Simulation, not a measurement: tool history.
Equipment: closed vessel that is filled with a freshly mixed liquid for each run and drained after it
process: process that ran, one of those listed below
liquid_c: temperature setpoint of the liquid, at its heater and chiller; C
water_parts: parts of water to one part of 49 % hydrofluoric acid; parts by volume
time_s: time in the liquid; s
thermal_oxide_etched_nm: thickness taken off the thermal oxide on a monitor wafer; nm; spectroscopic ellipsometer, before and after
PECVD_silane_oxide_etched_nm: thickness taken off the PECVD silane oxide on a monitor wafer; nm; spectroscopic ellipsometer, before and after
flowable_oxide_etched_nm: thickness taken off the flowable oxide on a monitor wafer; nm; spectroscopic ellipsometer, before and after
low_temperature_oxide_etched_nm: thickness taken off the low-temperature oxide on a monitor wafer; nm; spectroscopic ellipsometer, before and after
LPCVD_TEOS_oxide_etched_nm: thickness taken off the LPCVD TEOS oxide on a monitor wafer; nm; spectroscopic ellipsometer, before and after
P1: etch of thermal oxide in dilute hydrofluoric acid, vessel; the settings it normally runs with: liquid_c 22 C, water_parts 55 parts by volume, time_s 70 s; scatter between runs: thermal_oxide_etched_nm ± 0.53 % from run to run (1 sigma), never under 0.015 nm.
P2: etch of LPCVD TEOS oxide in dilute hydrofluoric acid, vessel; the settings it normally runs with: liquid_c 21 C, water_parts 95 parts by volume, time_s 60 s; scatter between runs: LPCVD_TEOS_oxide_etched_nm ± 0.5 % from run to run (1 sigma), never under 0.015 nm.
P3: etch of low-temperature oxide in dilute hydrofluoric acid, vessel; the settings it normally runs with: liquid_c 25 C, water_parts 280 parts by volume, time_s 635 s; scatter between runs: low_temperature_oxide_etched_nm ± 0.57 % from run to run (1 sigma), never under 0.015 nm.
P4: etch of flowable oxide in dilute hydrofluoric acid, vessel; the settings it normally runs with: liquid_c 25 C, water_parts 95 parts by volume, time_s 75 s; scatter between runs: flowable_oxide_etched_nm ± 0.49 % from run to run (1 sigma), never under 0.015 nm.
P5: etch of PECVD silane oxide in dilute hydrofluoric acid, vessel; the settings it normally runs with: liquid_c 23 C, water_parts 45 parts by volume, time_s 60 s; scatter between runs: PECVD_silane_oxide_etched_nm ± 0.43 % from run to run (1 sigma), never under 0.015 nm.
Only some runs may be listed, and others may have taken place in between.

run,day,process,liquid_c,water_parts,time_s,hours since the thermometer was replaced,hours since the hydrofluoric acid flow meter was replaced,thermal_oxide_etched_nm,PECVD_silane_oxide_etched_nm,flowable_oxide_etched_nm,low_temperature_oxide_etched_nm,LPCVD_TEOS_oxide_etched_nm
1,0.333,P1,22,55,70,807.3,268.7,5.7365,,,,
2,0.625,P5,17,45,60,814.3,275.7,,39.554,,,
3,1.158,P4,25,95,75,827.1,288.5,,,38.465,,
4,1.821,P5,23,45,60,843,304.4,,50.896,,,
5,2.462,P3,31,280,635,858.4,319.8,,,,34.645,
6,3.029,P3,25,385,635,872,333.4,,,,18.767,
7,3.371,P4,25,95,75,880.2,341.6,,,38.272,,
8,3.838,P1,22,55,70,891.4,352.8,5.7442,,,,
9,4.175,P1,17,55,70,899.5,360.9,4.6085,,,,
10,4.471,P2,21,95,30,906.6,368,,,,,4.6618
11,4.808,P1,22,55,70,914.7,376.1,5.7208,,,,
12,5.404,P2,21,95,60,929,390.4,,,,,9.3667
13,6.038,P1,22,75,30,944.2,405.6,1.7637,,,,
14,6.562,P4,25,25,75,956.8,418.2,,,160.29,,
15,7.046,P3,25,280,635,968.4,429.8,,,,28.162,
16,7.479,P5,23,45,110,978.8,440.2,,93.716,,,
17,7.833,P3,25,280,635,987.3,448.7,,,,28.362,
18,8.125,P1,27,55,70,994.3,455.7,7.064,,,,
19,8.575,P1,25,90,70,1005.1,466.5,3.7954,,,,
20,9.096,P3,25,280,1190,1017.6,479,,,,53.002,
21,9.662,P4,25,95,35,1031.2,492.6,,,17.871,,
22,10.271,P2,21,30,60,1045.8,507.2,,,,,31.895
23,10.775,P4,20,95,75,1057.9,519.3,,,31.504,,
24,11.138,P2,17,95,60,1066.6,528,,,,,7.8947
25,11.692,P1,22,55,40,1079.9,541.3,3.3143,,,,
26,12.146,P1,17,55,135,1090.8,552.2,8.959,,,,
27,12.558,P1,22,55,110,1100.7,562.1,9.0323,,,,
28,12.867,P1,22,55,70,1108.1,569.5,5.7584,,,,
29,13.25,P5,23,60,60,1117.3,578.7,,37.794,,,
30,13.704,P1,22,55,70,1128.2,589.6,5.7346,,,,
31,14.296,P1,22,95,70,1142.4,603.8,3.1351,,,,
32,14.833,P1,22,20,70,1155.3,616.7,16.606,,,,
33,15.4,P1,22,55,70,1168.9,630.3,5.7132,,,,
34,15.771,P1,22,55,70,1177.8,639.2,5.8899,,,,
35,16.429,P1,22,55,70,1193.6,655,6.081,,,,
36,16.742,P1,22,55,70,1201.1,662.5,6.0408,,,,
37,17.108,P1,22,55,70,1209.9,671.3,6.156,,,,
38,17.488,P1,22,55,70,1219,680.4,6.1842,,,,
39,17.967,P1,22,55,70,1230.5,691.9,6.2107,,,,
40,18.467,P1,22,55,70,1242.5,703.9,6.2778,,,,
41,19.1,P1,22,55,70,1257.7,719.1,6.2735,,,,
42,19.746,P1,22,55,70,1273.2,734.6,6.3291,,,,
43,20.342,P1,22,55,70,1287.5,748.9,6.2618,,,,

Something has made what P1 gives creep away from where it was; the 2 causes below, each at its own stated size, fit the log equally well:
A: hydrofluoric acid flow above the setpoint (%) = 8.92
B: liquid hotter than its thermometer reads (K) = 2.21
The gradual shift began around day 15.4.

4 check runs are offered, one wafer each, their results left as question marks. Which one tells the causes apart?
check 1,20.938,P4,25,30,75,,,,,?,,
check 2,20.938,P3,25,380,1090,,,,,,?,
check 3,20.938,P5,18,45,105,,,,?,,,
check 4,20.938,P2,21,95,30,,,,,,,?

What every check run would give for each of its results, assuming each possible cause in turn:
check,result,if A,if B
check 1,flowable_oxide_etched_nm,145.13,145.43
check 2,low_temperature_oxide_etched_nm,36.64,35.085
check 3,PECVD_silane_oxide_etched_nm,78.953,79.354
check 4,LPCVD_TEOS_oxide_etched_nm,5.1206,5.0946
Gap, in per cent, between the two causes that each check separates least, read from the result that separates them most: check 1 0.21 %; check 2 4.34 %; check 3 0.51 %; check 4 0.51 %
Only in check 2 would the causes give clearly different results; in the remaining checks their results would be nearly the same.

Check 2 was then run and gave: low_temperature_oxide_etched_nm 36.51 nm. Which cause is it?

It is A: hydrofluoric acid flow above the setpoint (%).
